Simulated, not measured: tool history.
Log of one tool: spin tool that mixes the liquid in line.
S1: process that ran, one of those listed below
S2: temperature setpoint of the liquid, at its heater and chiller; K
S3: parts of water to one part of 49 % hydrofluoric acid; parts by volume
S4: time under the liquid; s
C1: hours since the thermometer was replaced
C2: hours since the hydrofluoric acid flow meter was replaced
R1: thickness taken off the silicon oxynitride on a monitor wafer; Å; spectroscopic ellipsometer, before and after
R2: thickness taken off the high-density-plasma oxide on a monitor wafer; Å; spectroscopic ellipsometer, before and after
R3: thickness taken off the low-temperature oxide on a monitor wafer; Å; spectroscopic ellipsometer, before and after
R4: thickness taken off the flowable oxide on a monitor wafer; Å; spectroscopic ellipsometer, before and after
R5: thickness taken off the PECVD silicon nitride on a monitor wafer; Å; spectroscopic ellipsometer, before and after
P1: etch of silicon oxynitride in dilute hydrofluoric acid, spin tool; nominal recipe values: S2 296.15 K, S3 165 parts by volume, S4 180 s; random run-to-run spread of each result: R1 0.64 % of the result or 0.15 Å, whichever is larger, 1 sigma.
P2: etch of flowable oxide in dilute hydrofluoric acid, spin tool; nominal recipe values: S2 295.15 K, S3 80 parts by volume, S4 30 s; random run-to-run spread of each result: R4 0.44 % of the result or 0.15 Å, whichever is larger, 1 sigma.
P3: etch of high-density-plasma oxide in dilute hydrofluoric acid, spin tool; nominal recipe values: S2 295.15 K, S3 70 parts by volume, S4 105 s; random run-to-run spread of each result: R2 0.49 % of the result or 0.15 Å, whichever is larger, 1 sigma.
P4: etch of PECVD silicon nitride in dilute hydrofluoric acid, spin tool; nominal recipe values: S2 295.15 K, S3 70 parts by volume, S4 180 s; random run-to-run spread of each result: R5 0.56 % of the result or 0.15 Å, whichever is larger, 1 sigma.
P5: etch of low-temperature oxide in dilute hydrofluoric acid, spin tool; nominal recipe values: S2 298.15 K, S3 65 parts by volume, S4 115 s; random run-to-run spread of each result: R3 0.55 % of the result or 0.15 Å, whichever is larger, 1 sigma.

run,day,S1,S2,S3,S4,C1,C2,R1,R2,R3,R4,R5
1,0.333,P1,296.15,165,180,311.6,451,39.77,,,,
2,0.912,P1,290.15,60,180,325.5,464.9,88.734,,,,
3,1.404,P3,295.15,70,105,337.3,476.7,,145.5,,,
4,2.125,P5,298.15,65,15,354.6,494,,,46.426,,
5,2.45,P1,296.15,165,40,362.4,501.8,9.0234,,,,
6,3.046,P1,296.15,165,180,376.7,516.1,39.366,,,,
7,3.438,P1,296.15,75,180,386.1,525.5,93.752,,,,
8,3.983,P1,296.15,165,180,399.2,538.6,39.821,,,,
9,4.525,P2,298.65,80,30,412.2,551.6,,,,170.66,
10,4.867,P2,295.15,80,45,420.4,559.8,,,,221.94,
11,5.596,P4,295.15,20,180,437.9,577.3,,,,,163.39
12,6.012,P1,296.15,165,180,447.9,587.3,39.473,,,,
13,6.579,P5,298.15,65,115,461.5,600.9,,,355.21,,
14,7.208,P1,296.15,255,180,476.6,616,24.325,,,,
15,7.525,P1,301.15,165,180,484.2,623.6,49.619,,,,
16,8.179,P3,295.15,70,165,499.9,639.3,,230.21,,,
17,8.583,P3,290.15,70,105,509.6,649,,118.21,,,
18,9.146,P4,295.15,70,180,523.1,662.5,,,,,48.773
19,9.667,P5,298.15,105,115,535.6,675,,,207.87,,
20,10.225,P5,293.15,65,115,549,688.4,,,285.06,,
21,10.742,P1,296.15,165,180,561.4,700.8,39.667,,,,
22,11.212,P5,298.15,65,115,572.7,712.1,,,357.59,,
23,11.921,P1,296.15,165,180,589.7,729.1,40.287,,,,
24,12.329,P4,295.15,70,45,599.5,738.9,,,,,12.152
25,12.729,P3,295.15,130,105,609.1,748.5,,73.894,,,
26,13.142,P2,295.15,80,30,619,758.4,,,,148.36,
27,13.467,P1,296.15,165,350,626.8,766.2,78.08,,,,
28,14.058,P1,296.15,265,55,641,780.4,7.297,,,,
29,14.583,P3,295.15,70,105,653.6,793,,145.77,,,
30,15.221,P1,292.15,165,180,668.9,808.3,33.015,,,,
31,15.862,P2,295.15,20,30,684.3,823.7,,,,635.86,
32,16.225,P4,303.65,70,180,693,832.4,,,,,85.83
33,16.788,P1,296.15,165,180,706.5,845.9,39.879,,,,
34,17.333,P1,296.15,165,180,719.6,859,40.852,,,,
35,17.758,P1,296.15,165,180,729.8,869.2,41.518,,,,
36,18.121,P1,296.15,165,180,738.5,877.9,41.601,,,,
37,18.488,P1,296.15,165,180,747.3,886.7,42.173,,,,
38,19.121,P1,296.15,165,180,762.5,901.9,42.702,,,,
39,19.792,P1,296.15,165,180,778.6,918,42.652,,,,
40,20.279,P1,296.15,165,180,790.3,929.7,42.443,,,,
41,20.717,P1,296.15,165,180,800.8,940.2,42.649,,,,
42,21.092,P1,296.15,165,180,809.8,949.2,42.649,,,,

The log shows P1 creeping away from where it was. Any of the 2 causes listed here, at the size stated for it, fits the log just as well as the others:
A: hydrofluoric acid flow above the setpoint (%) = 6.17
B: liquid hotter than its thermometer reads (K) = 1.48
The gradual shift began around day 16.788.

You are offered 4 check runs, listed below with question marks in place of their results; each one averages 2 wafers. Which run separates the listed causes by giving clearly different results for each?
check 1,21.467,P2,295.15,80,30,,,,,,?,
check 2,21.467,P5,298.15,65,115,,,,,?,,
check 3,21.467,P4,295.15,70,180,,,,,,,?
check 4,21.467,P3,295.15,70,105,,,,?,,,

If the cause were each of the candidates in turn, the checks would give the following:
check,result,if A,if B
check 1,R4,157.97,157.12
check 2,R3,378.98,376.85
check 3,R5,51.882,54.063
check 4,R2,155.84,155.16
Per-check spread between the two closest causes, in the result where they differ most: check 1 0.54 %; check 2 0.56 %; check 3 4.12 %; check 4 0.43 %
The causes can be told apart only by check 3. The other checks would give nearly the same results under each of them.

After running check 3, the following was obtained: R5 52.061 Å. Which cause does this point to?

The cause is A: hydrofluoric acid flow above the setpoint (%).
